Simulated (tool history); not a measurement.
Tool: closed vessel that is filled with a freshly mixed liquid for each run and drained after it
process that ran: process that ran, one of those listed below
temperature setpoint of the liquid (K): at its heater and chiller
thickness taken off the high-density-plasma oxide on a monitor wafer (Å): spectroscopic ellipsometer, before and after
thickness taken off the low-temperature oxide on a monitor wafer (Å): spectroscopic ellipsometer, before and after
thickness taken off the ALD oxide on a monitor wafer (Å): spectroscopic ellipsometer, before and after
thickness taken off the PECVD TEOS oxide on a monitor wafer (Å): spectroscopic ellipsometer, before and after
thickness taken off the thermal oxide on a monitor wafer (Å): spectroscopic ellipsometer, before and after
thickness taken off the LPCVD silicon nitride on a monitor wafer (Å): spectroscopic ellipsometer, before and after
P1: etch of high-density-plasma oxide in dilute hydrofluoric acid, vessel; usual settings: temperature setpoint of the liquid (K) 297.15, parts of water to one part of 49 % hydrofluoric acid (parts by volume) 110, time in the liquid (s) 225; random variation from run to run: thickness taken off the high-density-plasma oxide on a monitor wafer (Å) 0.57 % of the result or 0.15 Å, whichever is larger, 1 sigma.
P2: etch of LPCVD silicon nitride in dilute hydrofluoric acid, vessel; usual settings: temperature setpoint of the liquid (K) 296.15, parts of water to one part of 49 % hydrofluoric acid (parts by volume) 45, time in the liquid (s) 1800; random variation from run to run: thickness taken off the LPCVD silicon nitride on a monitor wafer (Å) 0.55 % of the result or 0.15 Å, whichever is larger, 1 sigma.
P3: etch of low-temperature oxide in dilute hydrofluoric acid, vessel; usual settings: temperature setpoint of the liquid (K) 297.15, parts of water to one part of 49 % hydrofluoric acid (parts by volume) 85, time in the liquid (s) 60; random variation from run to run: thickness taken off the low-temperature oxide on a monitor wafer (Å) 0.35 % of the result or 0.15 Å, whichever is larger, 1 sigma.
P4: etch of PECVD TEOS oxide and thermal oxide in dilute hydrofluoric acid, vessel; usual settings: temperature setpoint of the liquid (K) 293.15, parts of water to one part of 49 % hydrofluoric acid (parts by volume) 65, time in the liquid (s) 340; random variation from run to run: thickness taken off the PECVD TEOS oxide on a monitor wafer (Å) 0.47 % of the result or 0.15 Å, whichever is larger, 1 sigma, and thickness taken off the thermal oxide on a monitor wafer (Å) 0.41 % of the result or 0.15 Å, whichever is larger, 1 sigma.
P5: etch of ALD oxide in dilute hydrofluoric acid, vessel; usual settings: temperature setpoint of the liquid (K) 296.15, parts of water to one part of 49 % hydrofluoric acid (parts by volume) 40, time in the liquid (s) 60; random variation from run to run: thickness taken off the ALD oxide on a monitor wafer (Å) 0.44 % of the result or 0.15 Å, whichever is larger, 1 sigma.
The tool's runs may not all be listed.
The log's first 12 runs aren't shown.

run   hour  process that ran  temperature setpoint of the liquid (K)  parts of water to one part of 49 % hydrofluoric acid (parts by volume)  time in the liquid (s)  hours since the thermometer was replaced  hours since the hydrofluoric acid flow meter was replaced  thickness taken off the high-density-plasma oxide on a monitor wafer (Å)  thickness taken off the low-temperature oxide on a monitor wafer (Å)  thickness taken off the ALD oxide on a monitor wafer (Å)  thickness taken off the PECVD TEOS oxide on a monitor wafer (Å)  thickness taken off the thermal oxide on a monitor wafer (Å)  thickness taken off the LPCVD silicon nitride on a monitor wafer (Å)
 13  110.7                P2                                  296.15                                                                      20                    1800                                     858.4                                                       16.2                                                                                                                                                                                                                                                                                                                                                                                                         375.33
 14  119.8                P3                                  297.15                                                                     150                      60                                     867.5                                                       25.3                                                                                                                                           98.33
 15  126.8                P5                                  296.15                                                                      75                      60                                     874.5                                                       32.3                                                                                                                                                                                                    154.68
 16  136.8                P5                                  296.15                                                                      40                      60                                     884.5                                                       42.3                                                                                                                                                                                                     301.1
 17  143.1                P1                                  297.15                                                                     110                     225                                     890.8                                                       48.6                                                                    124.85
 18  151.3                P2                                  296.15                                                                      45                    1800                                       899                                                       56.8                                                                                                                                                                                                                                                                                                                                                                                                         170.96
 19  161.9                P4                                  293.15                                                                      65                     340                                     909.6                                                       67.4                                                                                                                                                                                                                                                                     391.61                                                        238.28
 20  166.6                P1                                  291.65                                                                     110                     225                                     914.3                                                       72.1                                                                    99.295
 21  175.4                P1                                  297.15                                                                     110                     225                                     923.1                                                       80.9                                                                    123.55
 22  181.9                P5                                  296.15                                                                      40                     100                                     929.6                                                       87.4                                                                                                                                                                                                    503.65
 23  189.5                P2                                  302.65                                                                      45                    1800                                     937.2                                                         95                                                                                                                                                                                                                                                                                                                                                                                                         265.75

Run 24 comes next. What will it give?
 24  198.3                P4                                  293.15                                                                      85                     340                                       946                                                      103.8                                                                                                                                                                                                                                                                          ?                                                             ?

thickness taken off the PECVD TEOS oxide on a monitor wafer (Å): 292.45
thickness taken off the thermal oxide on a monitor wafer (Å): 177.52
